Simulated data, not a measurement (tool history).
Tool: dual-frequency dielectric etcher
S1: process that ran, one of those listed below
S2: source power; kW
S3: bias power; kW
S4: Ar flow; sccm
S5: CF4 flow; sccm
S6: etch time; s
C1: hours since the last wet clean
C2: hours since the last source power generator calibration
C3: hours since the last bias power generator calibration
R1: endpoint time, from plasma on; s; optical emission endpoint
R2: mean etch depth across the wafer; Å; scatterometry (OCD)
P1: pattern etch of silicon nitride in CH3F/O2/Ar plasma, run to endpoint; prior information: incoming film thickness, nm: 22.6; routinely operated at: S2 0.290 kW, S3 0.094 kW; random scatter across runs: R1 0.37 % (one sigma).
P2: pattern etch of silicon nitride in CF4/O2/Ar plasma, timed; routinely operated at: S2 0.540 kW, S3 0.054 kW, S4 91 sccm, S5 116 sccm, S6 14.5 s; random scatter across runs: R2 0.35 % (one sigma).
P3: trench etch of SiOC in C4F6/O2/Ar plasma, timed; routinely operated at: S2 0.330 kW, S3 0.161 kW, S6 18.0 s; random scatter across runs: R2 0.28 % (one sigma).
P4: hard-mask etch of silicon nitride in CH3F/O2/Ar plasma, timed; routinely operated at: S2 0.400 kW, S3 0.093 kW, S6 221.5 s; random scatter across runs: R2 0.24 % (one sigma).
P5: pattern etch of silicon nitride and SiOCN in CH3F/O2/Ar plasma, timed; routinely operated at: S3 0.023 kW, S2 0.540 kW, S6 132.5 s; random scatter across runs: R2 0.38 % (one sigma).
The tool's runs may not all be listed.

Run 1, hour 6.7: S1 P1, S2 0.290 kW, S3 0.094 kW; C1 173.5; C2 1661.9; C3 326.0. Result: R1 34.315 s.
Run 2, hour 14.5: S1 P2, S2 0.540 kW, S3 0.054 kW, S4 91 sccm, S5 116 sccm, S6 14.5 s; C1 181.3; C2 1669.7; C3 333.8. Result: R2 302.12 Å.
Run 3, hour 21.3: S1 P5, S2 0.540 kW, S3 0.023 kW, S6 73.0 s; C1 188.1; C2 1676.5; C3 340.6. Result: R2 107.45 Å.
Run 4, hour 29.3: S1 P3, S2 0.220 kW, S3 0.161 kW, S6 18.0 s; C1 196.1; C2 1684.5; C3 348.6. Result: R2 279.91 Å.
Run 5, hour 34.4: S1 P1, S2 0.290 kW, S3 0.094 kW; C1 201.2; C2 1689.6; C3 353.7. Result: R1 34.326 s.
Run 6, hour 40.6: S1 P1, S2 0.290 kW, S3 0.094 kW; C1 207.4; C2 1695.8; C3 359.9. Result: R1 34.032 s.
Run 7, hour 44.4: S1 P2, S2 0.540 kW, S3 0.054 kW, S4 91 sccm, S5 69 sccm, S6 14.5 s; C1 211.2; C2 1699.6; C3 363.7. Result: R2 284.63 Å.
Run 8, hour 52.5: S1 P4, S2 0.400 kW, S3 0.093 kW, S6 221.5 s; C1 219.3; C2 1707.7; C3 371.8. Result: R2 1682.50 Å.
Run 9, hour 57.4: S1 P3, S2 0.330 kW, S3 0.161 kW, S6 18.0 s; C1 224.2; C2 1712.6; C3 376.7. Result: R2 328.57 Å.
Run 10, hour 65.0: S1 P5, S2 0.540 kW, S3 0.029 kW, S6 132.5 s; C1 231.8; C2 1720.2; C3 384.3. Result: R2 215.43 Å.
Run 11, hour 71.3: S1 P1, S2 0.290 kW, S3 0.071 kW; C1 238.1; C2 1726.5; C3 390.6. Result: R1 37.681 s.
Run 12, hour 77.1: S1 P2, S2 0.540 kW, S3 0.054 kW, S4 91 sccm, S5 116 sccm, S6 14.5 s; C1 243.9; C2 1732.3; C3 396.4. Result: R2 303.62 Å.
Run 13, hour 81.4: S1 P3, S2 0.330 kW, S3 0.161 kW, S6 13.0 s; C1 248.2; C2 1736.6; C3 400.7. Result: R2 238.47 Å.
Run 14, hour 85.9: S1 P1, S2 0.290 kW, S3 0.094 kW; C1 252.7; C2 1741.1; C3 405.2. Result: R1 34.126 s.
Run 15, hour 94.1: S1 P2, S2 0.540 kW, S3 0.075 kW, S4 91 sccm, S5 116 sccm, S6 14.5 s; C1 260.9; C2 1749.3; C3 413.4. Result: R2 343.06 Å.
Run 16, hour 101.1: S1 P1, S2 0.230 kW, S3 0.094 kW; C1 267.9; C2 1756.3; C3 420.4. Result: R1 37.299 s.
Run 17, hour 108.6: S1 P4, S2 0.270 kW, S3 0.093 kW, S6 221.5 s; C1 275.4; C2 1763.8; C3 427.9. Result: R2 1450.80 Å.
Run 18, hour 113.2: S1 P5, S2 0.370 kW, S3 0.023 kW, S6 132.5 s; C1 280.0; C2 1768.4; C3 432.5. Result: R2 170.86 Å.
Run 19, hour 117.4: S1 P3, S2 0.330 kW, S3 0.161 kW, S6 18.0 s; C1 284.2; C2 1772.6; C3 436.7. Result: R2 328.18 Å.
Run 20, hour 121.1: S1 P4, S2 0.400 kW, S3 0.120 kW, S6 221.5 s; C1 287.9; C2 1776.3; C3 440.4. Result: R2 1841.50 Å.
Run 21, hour 127.6: S1 P1, S2 0.290 kW, S3 0.128 kW; C1 294.4; C2 1782.8; C3 446.9. Result: R1 30.281 s.
Run 22, hour 135.4: S1 P4, S2 0.400 kW, S3 0.093 kW, S6 281.5 s; C1 302.2; C2 1790.6; C3 454.7. Result: R2 2127.50 Å.
At hour 139.9: bias power generator calibrated.
Run 23, hour 142.3: S1 P5, S2 0.540 kW, S3 0.023 kW, S6 132.5 s; C1 309.1; C2 1797.5; C3 2.5. Result: R2 194.44 Å.
Run 24, hour 146.8: S1 P2, S2 0.540 kW, S3 0.054 kW, S4 120 sccm, S5 116 sccm, S6 14.5 s; C1 313.6; C2 1802.0; C3 7.0. Result: R2 293.65 Å.
Run 25, hour 152.0: S1 P1, S2 0.290 kW, S3 0.094 kW; C1 318.8; C2 1807.2; C3 12.2. Result: R1 34.337 s.
Run 26, hour 156.7: S1 P2, S2 0.540 kW, S3 0.054 kW, S4 91 sccm, S5 116 sccm, S6 8.0 s; C1 323.5; C2 1811.9; C3 16.9. Result: R2 167.80 Å.
Run 27, hour 161.1: S1 P2, S2 0.680 kW, S3 0.054 kW, S4 91 sccm, S5 116 sccm, S6 14.5 s; C1 327.9; C2 1816.3; C3 21.3. Result: R2 371.12 Å.
Run 28, hour 165.4: S1 P1, S2 0.360 kW, S3 0.130 kW; C1 332.2; C2 1820.6; C3 25.6. Result: R1 27.783 s.
Run 29, hour 174.0: S1 P1, S2 0.340 kW, S3 0.094 kW; C1 340.8; C2 1829.2; C3 34.2. Result: R1 32.046 s.
At hour 177.2: wet clean of the chamber.
Run 30, hour 180.0: S1 P3, S2 0.330 kW, S3 0.194 kW, S6 18.0 s; C1 2.8; C2 1835.2; C3 40.2. Result: R2 348.91 Å.
Run 31, hour 188.4: S1 P1, S2 0.180 kW, S3 0.130 kW; C1 11.2; C2 1843.6; C3 48.6. Result: R1 35.888 s.
Run 32, hour 193.2: S1 P1, S2 0.220 kW, S3 0.067 kW; C1 16.0; C2 1848.4; C3 53.4. Result: R1 42.405 s.
Run 33, hour 199.1: S1 P5, S2 0.540 kW, S3 0.023 kW, S6 132.5 s; C1 21.9; C2 1854.3; C3 59.3. Result: R2 193.77 Å.
Run 34, hour 204.4: S1 P1, S2 0.290 kW, S3 0.094 kW; C1 27.2; C2 1859.6; C3 64.6. Result: R1 34.184 s.
Run 35, hour 212.5: S1 P1, S2 0.290 kW, S3 0.094 kW; C1 35.3; C2 1867.7; C3 72.7. Result: R1 34.310 s.
Run 36, hour 218.8: S1 P1, S2 0.290 kW, S3 0.094 kW; C1 41.6; C2 1874.0; C3 79.0. Result: R1 34.632 s.
Run 37, hour 224.0: S1 P1, S2 0.290 kW, S3 0.094 kW; C1 46.8; C2 1879.2; C3 84.2. Result: R1 34.512 s.
At hour 229.0: wet clean of the chamber.
Run 38, hour 230.0: S1 P1, S2 0.290 kW, S3 0.094 kW; C1 1.0; C2 1885.2; C3 90.2. Result: R1 34.458 s.
Run 39, hour 236.0: S1 P1, S2 0.290 kW, S3 0.094 kW; C1 7.0; C2 1891.2; C3 96.2. Result: R1 34.694 s.
Run 40, hour 242.9: S1 P1, S2 0.290 kW, S3 0.094 kW; C1 13.9; C2 1898.1; C3 103.1. Result: R1 34.637 s.
Run 41, hour 248.2: S1 P1, S2 0.290 kW, S3 0.094 kW; C1 19.2; C2 1903.4; C3 108.4. Result: R1 34.814 s.
Run 42, hour 252.7: S1 P1, S2 0.290 kW, S3 0.094 kW; C1 23.7; C2 1907.9; C3 112.9. Result: R1 34.652 s.
Run 43, hour 258.3: S1 P1, S2 0.290 kW, S3 0.094 kW; C1 29.3; C2 1913.5; C3 118.5. Result: R1 34.774 s.
Run 44, hour 264.3: S1 P1, S2 0.290 kW, S3 0.094 kW; C1 35.3; C2 1919.5; C3 124.5. Result: R1 34.748 s.
Run 45, hour 269.4: S1 P1, S2 0.290 kW, S3 0.094 kW; C1 40.4; C2 1924.6; C3 129.6. Result: R1 34.847 s.

What P1 gives has crept off from where it sat before. The 2 causes that follow fit the log equally well, each at the size noted:
A: source power that arrives under what is set, % = 4.81
B: bias power that arrives under what is set, % = 4.84
At approximately hour 204.4, the process output began to creep.
Other possible causes, and why each is ruled out:
chamber walls in a state that lowers the etch rate, %: work on it at hour 229.0, done after the drift set in, did not restore what the process gave before

Below are 4 check runs, each on a single wafer, with their results shown as question marks. Which of them would tell the listed causes apart, meaning the causes would give clearly different results under it?
Run check 1, hour 274.5: S1 P5, S2 0.540 kW, S3 0.023 kW, S6 132.5 s. Result: R2 ?.
Run check 2, hour 274.5: S1 P3, S2 0.330 kW, S3 0.161 kW, S6 18.0 s. Result: R2 ?.
Run check 3, hour 274.5: S1 P2, S2 0.540 kW, S3 0.054 kW, S4 91 sccm, S5 116 sccm, S6 14.5 s. Result: R2 ?.
Run check 4, hour 274.5: S1 P4, S2 0.400 kW, S3 0.093 kW, S6 221.5 s. Result: R2 ?.

Check results expected under each cause:
  check  result     if A     if B
check 1      R2   191.14   190.28
check 2      R2   322.80   324.02
check 3      R2   290.49   297.83
check 4      R2  1649.50  1650.40
Per check, the gap between the least separated pair of causes, taken in the result that splits them most: check 1 0.45 %; check 2 0.38 %; check 3 2.49 %; check 4 0.05 %
The other checks would show nearly matching results whichever cause is true, so check 3 is the only one that separates the causes.

Check 3 has now been run. It gave: R2 298.24 Å. Which of the candidate causes is it?

The correct cause is B, namely: bias power that arrives under what is set, %.
